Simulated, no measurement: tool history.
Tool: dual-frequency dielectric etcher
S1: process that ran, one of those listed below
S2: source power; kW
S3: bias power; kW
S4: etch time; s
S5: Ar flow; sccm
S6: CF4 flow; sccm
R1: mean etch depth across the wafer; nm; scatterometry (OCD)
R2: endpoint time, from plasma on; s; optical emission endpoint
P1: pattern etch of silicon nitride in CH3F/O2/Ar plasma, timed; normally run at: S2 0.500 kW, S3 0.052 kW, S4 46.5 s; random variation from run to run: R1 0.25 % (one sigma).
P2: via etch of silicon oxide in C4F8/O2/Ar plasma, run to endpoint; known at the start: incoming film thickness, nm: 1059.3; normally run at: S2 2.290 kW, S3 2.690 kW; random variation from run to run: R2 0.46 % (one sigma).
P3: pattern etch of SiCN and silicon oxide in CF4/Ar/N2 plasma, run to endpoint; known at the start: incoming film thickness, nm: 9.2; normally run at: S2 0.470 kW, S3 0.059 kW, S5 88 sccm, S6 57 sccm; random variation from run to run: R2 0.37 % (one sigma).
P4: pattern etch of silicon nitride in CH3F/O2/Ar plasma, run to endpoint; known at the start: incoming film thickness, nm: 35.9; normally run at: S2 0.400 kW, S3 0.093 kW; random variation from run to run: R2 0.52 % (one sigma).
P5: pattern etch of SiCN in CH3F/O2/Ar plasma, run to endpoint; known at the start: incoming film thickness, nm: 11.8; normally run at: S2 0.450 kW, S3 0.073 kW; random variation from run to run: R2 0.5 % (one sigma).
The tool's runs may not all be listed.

| run | hour | S1 | S2 | S3 | S4 | S5 | S6 | R1 | R2 |
|---|---|---|---|---|---|---|---|---|---|
| 1 | 4.3 | P1 | 0.500 | 0.052 | 46.5 |  |  | 31.204 |  |
| 2 | 7.4 | P1 | 0.500 | 0.052 | 46.5 |  |  | 31.445 |  |
| 3 | 11.7 | P3 | 0.470 | 0.059 |  | 107 | 57 |  | 11.4860 |
| 4 | 16.0 | P3 | 0.470 | 0.059 |  | 88 | 57 |  | 11.1280 |
|  | 18.1 | wet clean of the chamber |
| 5 | 20.3 | P1 | 0.620 | 0.065 | 46.5 |  |  | 36.597 |  |
| 6 | 23.7 | P1 | 0.580 | 0.036 | 46.5 |  |  | 29.820 |  |
| 7 | 28.9 | P1 | 0.350 | 0.052 | 46.5 |  |  | 27.299 |  |
| 8 | 34.7 | P2 | 2.290 | 3.735 |  |  |  |  | 165.7600 |
| 9 | 40.0 | P5 | 0.620 | 0.073 |  |  |  |  | 26.5940 |
| 10 | 45.3 | P2 | 2.290 | 2.690 |  |  |  |  | 182.3600 |
| 11 | 50.7 | P1 | 0.660 | 0.052 | 46.5 |  |  | 34.964 |  |
| 12 | 54.2 | P4 | 0.400 | 0.124 |  |  |  |  | 43.2040 |
| 13 | 58.2 | P1 | 0.500 | 0.052 | 26.0 |  |  | 17.581 |  |
| 14 | 63.2 | P1 | 0.500 | 0.065 | 46.5 |  |  | 33.658 |  |
| 15 | 68.6 | P1 | 0.610 | 0.064 | 46.5 |  |  | 36.104 |  |
| 16 | 72.8 | P5 | 0.450 | 0.099 |  |  |  |  | 26.9240 |
| 17 | 79.2 | P1 | 0.500 | 0.052 | 46.5 |  |  | 31.391 |  |
| 18 | 84.6 | P2 | 3.240 | 2.690 |  |  |  |  | 158.8800 |
| 19 | 89.1 | P3 | 0.470 | 0.059 |  | 88 | 81 |  | 10.4970 |
| 20 | 92.8 | P1 | 0.500 | 0.052 | 61.0 |  |  | 41.232 |  |
| 21 | 96.0 | P1 | 0.500 | 0.052 | 46.5 |  |  | 31.362 |  |
| 22 | 100.1 | P4 | 0.400 | 0.093 |  |  |  |  | 48.5610 |
| 23 | 103.2 | P4 | 0.250 | 0.093 |  |  |  |  | 58.1080 |
| 24 | 107.9 | P1 | 0.500 | 0.034 | 46.5 |  |  | 27.670 |  |
| 25 | 110.9 | P4 | 0.400 | 0.093 |  |  |  |  | 48.4590 |
| 26 | 116.5 | P3 | 0.470 | 0.034 |  | 88 | 57 |  | 13.1690 |
| 27 | 119.6 | P3 | 0.610 | 0.059 |  | 88 | 57 |  | 8.8367 |
| 28 | 125.6 | P5 | 0.450 | 0.073 |  |  |  |  | 30.1320 |
| 29 | 130.7 | P1 | 0.500 | 0.052 | 46.5 |  |  | 31.481 |  |
| 30 | 134.9 | P1 | 0.500 | 0.052 | 46.5 |  |  | 31.009 |  |
| 31 | 137.9 | P1 | 0.500 | 0.052 | 46.5 |  |  | 31.080 |  |
| 32 | 143.6 | P1 | 0.500 | 0.052 | 46.5 |  |  | 30.981 |  |
| 33 | 146.7 | P1 | 0.500 | 0.052 | 46.5 |  |  | 30.934 |  |
|  | 149.9 | wet clean of the chamber |
| 34 | 150.5 | P1 | 0.500 | 0.052 | 46.5 |  |  | 30.979 |  |
| 35 | 155.0 | P1 | 0.500 | 0.052 | 46.5 |  |  | 30.893 |  |
| 36 | 160.6 | P1 | 0.500 | 0.052 | 46.5 |  |  | 30.878 |  |
| 37 | 164.7 | P1 | 0.500 | 0.052 | 46.5 |  |  | 30.875 |  |

What P1 gives has crept away from where it was. These 2 causes fit the log equally well, each at the size given:
A: source power that arrives under what is set, % = 3.79
B: bias power that arrives under what is set, % = 4.78
The creep began at about hour 130.7.
Why every other cause is out:
chamber walls in a state that lowers the etch rate, %: serviced at hour 149.9, which brought nothing back

4 check runs are offered, each on 2 wafers whose results are averaged, their results left as question marks. Which one tells the causes apart?
| check 1 | 168.8 | P5 | 0.620 | 0.073 |  |  |  |  | ? |
| check 2 | 168.8 | P3 | 0.470 | 0.046 |  | 88 | 66 |  | ? |
| check 3 | 168.8 | P2 | 2.290 | 3.356 |  |  |  |  | ? |
| check 4 | 168.8 | P4 | 0.250 | 0.093 |  |  |  |  | ? |

What each check would give under each cause:
| check | result | if A | if B |
|---|---|---|---|
| check 1 | R2 | 26.8980 | 26.9530 |
| check 2 | R2 | 12.1480 | 11.9060 |
| check 3 | R2 | 173.3100 | 173.3600 |
| check 4 | R2 | 58.5830 | 58.8120 |
How far apart the two closest causes lie, in the result that separates them most: check 1 0.2 %; check 2 2.01 %; check 3 0.03 %; check 4 0.39 %
Only check 2 tells the causes apart: in the others they would give nearly the same result.

Check 2 was then run and gave: R2 11.9170 s. Which cause is it?

It is B: bias power that arrives under what is set, %.
